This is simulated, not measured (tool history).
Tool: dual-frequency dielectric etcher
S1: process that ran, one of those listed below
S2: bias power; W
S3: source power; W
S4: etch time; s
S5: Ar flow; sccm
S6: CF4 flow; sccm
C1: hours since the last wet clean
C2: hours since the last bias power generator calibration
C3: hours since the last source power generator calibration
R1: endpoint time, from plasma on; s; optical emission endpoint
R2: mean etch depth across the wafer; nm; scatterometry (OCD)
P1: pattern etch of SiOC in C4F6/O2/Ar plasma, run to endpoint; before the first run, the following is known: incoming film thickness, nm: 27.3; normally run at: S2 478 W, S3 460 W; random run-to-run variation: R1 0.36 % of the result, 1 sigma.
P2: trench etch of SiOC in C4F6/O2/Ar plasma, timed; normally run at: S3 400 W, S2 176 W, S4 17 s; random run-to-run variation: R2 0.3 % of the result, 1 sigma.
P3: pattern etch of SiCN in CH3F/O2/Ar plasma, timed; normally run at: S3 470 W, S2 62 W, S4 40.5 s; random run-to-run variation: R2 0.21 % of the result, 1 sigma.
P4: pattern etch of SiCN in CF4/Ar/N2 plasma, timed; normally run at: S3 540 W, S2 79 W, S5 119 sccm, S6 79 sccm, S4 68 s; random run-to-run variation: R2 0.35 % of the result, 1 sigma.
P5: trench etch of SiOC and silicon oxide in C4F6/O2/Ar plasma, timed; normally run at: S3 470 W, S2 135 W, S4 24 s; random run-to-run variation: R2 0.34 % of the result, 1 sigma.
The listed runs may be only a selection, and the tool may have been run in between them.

Run 1, hour 2.2: S1 P1, S2 478 W, S3 460 W; C1 132.5; C2 2924.1; C3 2104.3. Result: R1 8.8894 s.
Run 2, hour 7: S1 P1, S2 624 W, S3 570 W; C1 137.3; C2 2928.9; C3 2109.1. Result: R1 7.401 s.
Run 3, hour 9.2: S1 P3, S2 62 W, S3 610 W, S4 40.5 s; C1 139.5; C2 2931.1; C3 2111.3. Result: R2 16.611 nm.
Run 4, hour 11.4: S1 P1, S2 478 W, S3 460 W; C1 141.7; C2 2933.3; C3 2113.5. Result: R1 8.8747 s.
Run 5, hour 15.5: S1 P4, S2 110 W, S3 540 W, S4 68 s, S5 119 sccm, S6 79 sccm; C1 145.8; C2 2937.4; C3 2117.6. Result: R2 76.264 nm.
Run 6, hour 18.9: S1 P1, S2 478 W, S3 590 W; C1 149.2; C2 2940.8; C3 2121. Result: R1 8.0896 s.
Run 7, hour 21.7: S1 P1, S2 582 W, S3 460 W; C1 152; C2 2943.6; C3 2123.8. Result: R1 8.1797 s.
Run 8, hour 25.8: S1 P2, S2 176 W, S3 400 W, S4 17 s; C1 156.1; C2 2947.7; C3 2127.9. Result: R2 35.68 nm.
Run 9, hour 28.5: S1 P4, S2 79 W, S3 540 W, S4 68 s, S5 119 sccm, S6 79 sccm; C1 158.8; C2 2950.4; C3 2130.6. Result: R2 68.094 nm.
Run 10, hour 30.9: S1 P1, S2 638 W, S3 620 W; C1 161.2; C2 2952.8; C3 2133. Result: R1 7.1501 s.
Run 11, hour 35.4: S1 P2, S2 176 W, S3 400 W, S4 13 s; C1 165.7; C2 2957.3; C3 2137.5. Result: R2 27.022 nm.
Run 12, hour 38.6: S1 P4, S2 79 W, S3 540 W, S4 68 s, S5 119 sccm, S6 62 sccm; C1 168.9; C2 2960.5; C3 2140.7. Result: R2 65.2 nm.
Run 13, hour 41.8: S1 P1, S2 351 W, S3 460 W; C1 172.1; C2 2963.7; C3 2143.9. Result: R1 9.8834 s.
Run 14, hour 44.5: S1 P5, S2 162 W, S3 470 W, S4 24 s; C1 174.8; C2 2966.4; C3 2146.6. Result: R2 47.481 nm.
Run 15, hour 47.3: S1 P1, S2 478 W, S3 460 W; C1 177.6; C2 2969.2; C3 2149.4. Result: R1 8.9217 s.
Run 16, hour 51.2: S1 P2, S2 176 W, S3 510 W, S4 17 s; C1 181.5; C2 2973.1; C3 2153.3. Result: R2 39.115 nm.
Run 17, hour 54.1: S1 P2, S2 176 W, S3 400 W, S4 17 s; C1 184.4; C2 2976; C3 2156.2. Result: R2 35.433 nm.
Run 18, hour 58.7: S1 P4, S2 79 W, S3 540 W, S4 37.5 s, S5 119 sccm, S6 79 sccm; C1 189; C2 2980.6; C3 2160.8. Result: R2 37.193 nm.
Run 19, hour 62.4: S1 P5, S2 135 W, S3 470 W, S4 33.5 s; C1 192.7; C2 2984.3; C3 2164.5. Result: R2 62.955 nm.
Run 20, hour 66.5: S1 P1, S2 478 W, S3 370 W; C1 196.8; C2 2988.4; C3 2168.6. Result: R1 9.633 s.
Run 21, hour 70.5: S1 P4, S2 79 W, S3 540 W, S4 68 s, S5 119 sccm, S6 79 sccm; C1 200.8; C2 2992.4; C3 2172.6. Result: R2 67.347 nm.
Run 22, hour 73.3: S1 P5, S2 135 W, S3 290 W, S4 24 s; C1 203.6; C2 2995.2; C3 2175.4. Result: R2 37.518 nm.
Run 23, hour 76.6: S1 P1, S2 478 W, S3 460 W; C1 206.9; C2 2998.5; C3 2178.7. Result: R1 8.8612 s.
Run 24, hour 80.4: S1 P1, S2 478 W, S3 460 W; C1 210.7; C2 3002.3; C3 2182.5. Result: R1 8.8881 s.
Run 25, hour 83.7: S1 P4, S2 79 W, S3 540 W, S4 68 s, S5 144 sccm, S6 79 sccm; C1 214; C2 3005.6; C3 2185.8. Result: R2 65.815 nm.
Run 26, hour 88: S1 P1, S2 478 W, S3 460 W; C1 218.3; C2 3009.9; C3 2190.1. Result: R1 8.945 s.
Run 27, hour 91.7: S1 P3, S2 62 W, S3 470 W, S4 60.5 s; C1 222; C2 3013.6; C3 2193.8. Result: R2 22.445 nm.
Run 28, hour 95.2: S1 P4, S2 79 W, S3 310 W, S4 68 s, S5 119 sccm, S6 79 sccm; C1 225.5; C2 3017.1; C3 2197.3. Result: R2 41.62 nm.
Run 29, hour 99.1: S1 P3, S2 79 W, S3 470 W, S4 40.5 s; C1 229.4; C2 3021; C3 2201.2. Result: R2 16.348 nm.
Run 30, hour 101.9: S1 P1, S2 478 W, S3 460 W; C1 232.2; C2 3023.8; C3 2204. Result: R1 8.9355 s.
Run 31, hour 104.3: S1 P5, S2 135 W, S3 470 W, S4 24 s; C1 234.6; C2 3026.2; C3 2206.4. Result: R2 45.306 nm.
Run 32, hour 109: S1 P3, S2 62 W, S3 470 W, S4 40.5 s; C1 239.3; C2 3030.9; C3 2211.1. Result: R2 14.976 nm.
Run 33, hour 113.1: S1 P2, S2 141 W, S3 400 W, S4 17 s; C1 243.4; C2 3035; C3 2215.2. Result: R2 33.387 nm.
Run 34, hour 115.7: S1 P1, S2 478 W, S3 460 W; C1 246; C2 3037.6; C3 2217.8. Result: R1 8.8854 s.
Run 35, hour 117.8: S1 P1, S2 478 W, S3 460 W; C1 248.1; C2 3039.7; C3 2219.9. Result: R1 8.9098 s.
Run 36, hour 121.3: S1 P1, S2 478 W, S3 460 W; C1 251.6; C2 3043.2; C3 2223.4. Result: R1 8.9913 s.
Run 37, hour 124.2: S1 P1, S2 478 W, S3 460 W; C1 254.5; C2 3046.1; C3 2226.3. Result: R1 8.9809 s.
Run 38, hour 126.5: S1 P1, S2 478 W, S3 460 W; C1 256.8; C2 3048.4; C3 2228.6. Result: R1 9.0313 s.
Run 39, hour 129.6: S1 P1, S2 478 W, S3 460 W; C1 259.9; C2 3051.5; C3 2231.7. Result: R1 9.0093 s.
Run 40, hour 134: S1 P1, S2 478 W, S3 460 W; C1 264.3; C2 3055.9; C3 2236.1. Result: R1 9.0072 s.
Run 41, hour 137.7: S1 P1, S2 478 W, S3 460 W; C1 268; C2 3059.6; C3 2239.8. Result: R1 9.0505 s.
At hour 139.1: wet clean of the chamber.
Run 42, hour 140: S1 P1, S2 478 W, S3 460 W; C1 0.9; C2 3061.9; C3 2242.1. Result: R1 9.0989 s.
Run 43, hour 143.9: S1 P1, S2 478 W, S3 460 W; C1 4.8; C2 3065.8; C3 2246. Result: R1 9.0104 s.
Run 44, hour 147.4: S1 P1, S2 478 W, S3 460 W; C1 8.3; C2 3069.3; C3 2249.5. Result: R1 9.0595 s.
Run 45, hour 149.8: S1 P1, S2 478 W, S3 460 W; C1 10.7; C2 3071.7; C3 2251.9. Result: R1 8.9966 s.

What P1 gives has crept off from where it sat before. The 2 causes that follow fit the log equally well, each at the size noted:
A: source power that arrives under what is set, % = 4.68
B: bias power that arrives under what is set, % = 4.73
Onset of the creep was near hour 115.7.
Each remaining cause and why it is not a fit:
chamber walls in a state that lowers the etch rate, %: its service at hour 139.1 followed the start of the drift and did not put the process back to its old value

Of the 4 check runs listed below, each run on one wafer and each result written as a question mark, which would let you distinguish the listed causes because they would give clearly different results?
Run check 1, hour 152.2: S1 P5, S2 135 W, S3 470 W, S4 24 s. Result: R2 ?.
Run check 2, hour 152.2: S1 P3, S2 62 W, S3 470 W, S4 40.5 s. Result: R2 ?.
Run check 3, hour 152.2: S1 P4, S2 79 W, S3 540 W, S4 68 s, S5 119 sccm, S6 79 sccm. Result: R2 ?.
Run check 4, hour 152.2: S1 P2, S2 176 W, S3 400 W, S4 17 s. Result: R2 ?.

Check results expected under each cause:
  check  result    if A    if B
check 1      R2   44.27  44.491
check 2      R2  14.761  14.791
check 3      R2  64.922  66.569
check 4      R2  34.858   34.98
Distance between the nearest two causes, measured in the result of the check that separates them most: check 1 0.5 %; check 2 0.2 %; check 3 2.51 %; check 4 0.35 %
The causes can be told apart only by check 3. The other checks would give nearly the same results under each of them.

Check 3 has now been run. It gave: R2 66.439 nm. Which of the candidate causes is it?

It was cause B: bias power that arrives under what is set, %.
